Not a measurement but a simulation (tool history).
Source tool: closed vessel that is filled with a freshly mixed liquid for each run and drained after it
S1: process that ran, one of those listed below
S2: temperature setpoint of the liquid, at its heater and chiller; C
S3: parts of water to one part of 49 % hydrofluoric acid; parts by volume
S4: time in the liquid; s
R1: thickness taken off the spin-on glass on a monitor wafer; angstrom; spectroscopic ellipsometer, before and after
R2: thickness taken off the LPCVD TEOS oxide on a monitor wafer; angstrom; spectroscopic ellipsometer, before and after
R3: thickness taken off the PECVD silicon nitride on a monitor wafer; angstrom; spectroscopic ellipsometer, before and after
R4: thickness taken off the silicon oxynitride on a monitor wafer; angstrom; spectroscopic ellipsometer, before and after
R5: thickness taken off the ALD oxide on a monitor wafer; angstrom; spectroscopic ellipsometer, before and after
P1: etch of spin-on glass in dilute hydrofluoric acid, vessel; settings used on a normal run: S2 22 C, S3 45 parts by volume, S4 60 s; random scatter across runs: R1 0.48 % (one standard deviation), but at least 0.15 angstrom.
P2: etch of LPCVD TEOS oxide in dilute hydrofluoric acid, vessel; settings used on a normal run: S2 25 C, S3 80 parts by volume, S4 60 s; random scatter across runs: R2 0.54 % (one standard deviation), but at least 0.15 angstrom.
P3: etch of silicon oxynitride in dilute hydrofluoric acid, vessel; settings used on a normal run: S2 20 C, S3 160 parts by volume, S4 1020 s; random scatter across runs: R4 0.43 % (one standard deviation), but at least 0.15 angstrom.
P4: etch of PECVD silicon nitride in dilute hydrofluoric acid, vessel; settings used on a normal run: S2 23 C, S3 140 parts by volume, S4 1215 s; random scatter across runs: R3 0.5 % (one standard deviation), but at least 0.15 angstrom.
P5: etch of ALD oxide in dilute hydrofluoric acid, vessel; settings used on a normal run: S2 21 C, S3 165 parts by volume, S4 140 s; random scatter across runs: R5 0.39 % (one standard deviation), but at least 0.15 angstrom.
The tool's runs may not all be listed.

Run 1, hour 9.2: S1 P1, S2 22 C, S3 45 parts by volume, S4 60 s. Result: R1 540.04 angstrom.
Run 2, hour 22.5: S1 P2, S2 25 C, S3 80 parts by volume, S4 60 s. Result: R2 134.96 angstrom.
Run 3, hour 30.6: S1 P2, S2 25 C, S3 80 parts by volume, S4 95 s. Result: R2 211.18 angstrom.
Run 4, hour 41.7: S1 P4, S2 23 C, S3 140 parts by volume, S4 2380 s. Result: R3 272.11 angstrom.
Run 5, hour 54.4: S1 P1, S2 22 C, S3 45 parts by volume, S4 60 s. Result: R1 541.3 angstrom.
Run 6, hour 63.9: S1 P3, S2 20 C, S3 160 parts by volume, S4 1500 s. Result: R4 112.8 angstrom.
Run 7, hour 73.2: S1 P5, S2 21 C, S3 165 parts by volume, S4 140 s. Result: R5 67.151 angstrom.
At hour 76.2: hydrofluoric acid flow meter replaced.
Run 8, hour 86.1: S1 P1, S2 26.5 C, S3 45 parts by volume, S4 60 s. Result: R1 654.04 angstrom.
Run 9, hour 93.8: S1 P1, S2 22 C, S3 45 parts by volume, S4 60 s. Result: R1 544.12 angstrom.
Run 10, hour 106.1: S1 P5, S2 21 C, S3 45 parts by volume, S4 140 s. Result: R5 281.6 angstrom.
Run 11, hour 114.1: S1 P2, S2 25 C, S3 45 parts by volume, S4 60 s. Result: R2 248.22 angstrom.
Run 12, hour 126: S1 P5, S2 21 C, S3 165 parts by volume, S4 275 s. Result: R5 130.97 angstrom.
Run 13, hour 132.2: S1 P1, S2 17 C, S3 60 parts by volume, S4 60 s. Result: R1 322.33 angstrom.
Run 14, hour 145.2: S1 P1, S2 22 C, S3 45 parts by volume, S4 30 s. Result: R1 272.06 angstrom.
Run 15, hour 156.5: S1 P1, S2 22 C, S3 65 parts by volume, S4 60 s. Result: R1 367.19 angstrom.
Run 16, hour 165.8: S1 P4, S2 31 C, S3 140 parts by volume, S4 1215 s. Result: R3 228.73 angstrom.
Run 17, hour 176.6: S1 P3, S2 20 C, S3 160 parts by volume, S4 1020 s. Result: R4 75.995 angstrom.
Run 18, hour 186.1: S1 P5, S2 17 C, S3 165 parts by volume, S4 140 s. Result: R5 57.297 angstrom.
Run 19, hour 197.2: S1 P1, S2 22 C, S3 20 parts by volume, S4 60 s. Result: R1 1258.1 angstrom.
Run 20, hour 209.4: S1 P3, S2 20 C, S3 160 parts by volume, S4 1020 s. Result: R4 75.88 angstrom.
Run 21, hour 217.4: S1 P1, S2 22 C, S3 45 parts by volume, S4 60 s. Result: R1 545.42 angstrom.
Run 22, hour 227.6: S1 P2, S2 17 C, S3 80 parts by volume, S4 60 s. Result: R2 95.216 angstrom.
Run 23, hour 236.4: S1 P1, S2 22 C, S3 20 parts by volume, S4 35 s. Result: R1 738.32 angstrom.
Run 24, hour 249.6: S1 P4, S2 23 C, S3 140 parts by volume, S4 1215 s. Result: R3 139.26 angstrom.
Run 25, hour 258: S1 P1, S2 22 C, S3 45 parts by volume, S4 60 s. Result: R1 543.53 angstrom.
Run 26, hour 269.2: S1 P1, S2 17 C, S3 45 parts by volume, S4 60 s. Result: R1 440.65 angstrom.
Run 27, hour 281.1: S1 P3, S2 17 C, S3 160 parts by volume, S4 1020 s. Result: R4 65.916 angstrom.
Run 28, hour 292.3: S1 P1, S2 22 C, S3 45 parts by volume, S4 60 s. Result: R1 545.1 angstrom.
Run 29, hour 305.2: S1 P2, S2 25 C, S3 80 parts by volume, S4 60 s. Result: R2 132.55 angstrom.
Run 30, hour 318.1: S1 P1, S2 22 C, S3 45 parts by volume, S4 60 s. Result: R1 544.72 angstrom.
Run 31, hour 330.2: S1 P4, S2 23 C, S3 250 parts by volume, S4 1215 s. Result: R3 78.473 angstrom.
Run 32, hour 337.6: S1 P4, S2 23 C, S3 140 parts by volume, S4 1215 s. Result: R3 138.44 angstrom.
Run 33, hour 345.6: S1 P5, S2 21 C, S3 165 parts by volume, S4 140 s. Result: R5 67.159 angstrom.
Run 34, hour 359.1: S1 P1, S2 27.5 C, S3 20 parts by volume, S4 60 s. Result: R1 1581 angstrom.
Run 35, hour 371.8: S1 P3, S2 20 C, S3 230 parts by volume, S4 1020 s. Result: R4 50.5 angstrom.
Run 36, hour 384.2: S1 P1, S2 22 C, S3 45 parts by volume, S4 100 s. Result: R1 898.16 angstrom.
Run 37, hour 396.2: S1 P1, S2 22 C, S3 45 parts by volume, S4 60 s. Result: R1 544.48 angstrom.
Run 38, hour 405.1: S1 P1, S2 22 C, S3 45 parts by volume, S4 60 s. Result: R1 533.05 angstrom.
Run 39, hour 413.3: S1 P1, S2 22 C, S3 45 parts by volume, S4 60 s. Result: R1 519.62 angstrom.
Run 40, hour 423.2: S1 P1, S2 22 C, S3 45 parts by volume, S4 60 s. Result: R1 507.96 angstrom.
Run 41, hour 429.5: S1 P1, S2 22 C, S3 45 parts by volume, S4 60 s. Result: R1 506.8 angstrom.
Run 42, hour 438.2: S1 P1, S2 22 C, S3 45 parts by volume, S4 60 s. Result: R1 510.44 angstrom.
Run 43, hour 445.5: S1 P1, S2 22 C, S3 45 parts by volume, S4 60 s. Result: R1 500.73 angstrom.
Run 44, hour 453: S1 P1, S2 22 C, S3 45 parts by volume, S4 60 s. Result: R1 503.73 angstrom.
Run 45, hour 462.8: S1 P1, S2 22 C, S3 45 parts by volume, S4 60 s. Result: R1 500.18 angstrom.
Run 46, hour 475.6: S1 P1, S2 22 C, S3 45 parts by volume, S4 60 s. Result: R1 496.15 angstrom.
Run 47, hour 488.8: S1 P1, S2 22 C, S3 45 parts by volume, S4 60 s. Result: R1 496.5 angstrom.

What P1 gives has crept off from where it sat before. The 2 causes that follow fit the log equally well, each at the size noted:
A: hydrofluoric acid flow below the setpoint (%) = 7.89
B: liquid colder than its thermometer reads (K) = 2.06
Onset of the creep was near hour 396.2.

4 check runs are offered, one wafer each, their results left as question marks. Which one tells the causes apart?
Run check 1, hour 502: S1 P2, S2 18.5 C, S3 80 parts by volume, S4 60 s. Result: R2 ?.
Run check 2, hour 502: S1 P3, S2 17 C, S3 160 parts by volume, S4 1020 s. Result: R4 ?.
Run check 3, hour 502: S1 P4, S2 23 C, S3 240 parts by volume, S4 2350 s. Result: R3 ?.
Run check 4, hour 502: S1 P5, S2 17.5 C, S3 165 parts by volume, S4 140 s. Result: R5 ?.

Outcome of each check run for each possible cause:
  check  result    if A    if B
check 1      R2  93.326  93.525
check 2      R4  60.293  59.638
check 3      R3   145.8   138.7
check 4      R5    53.2  53.813
Gap, in per cent, between the two causes that each check separates least, read from the result that separates them most: check 1 0.21 %; check 2 1.09 %; check 3 4.99 %; check 4 1.15 %
Check 3 tells the causes apart: in the others they would give nearly the same result.

Check 3 was then run and gave: R3 146.09 angstrom. Which cause is it?

It is A: hydrofluoric acid flow below the setpoint (%).
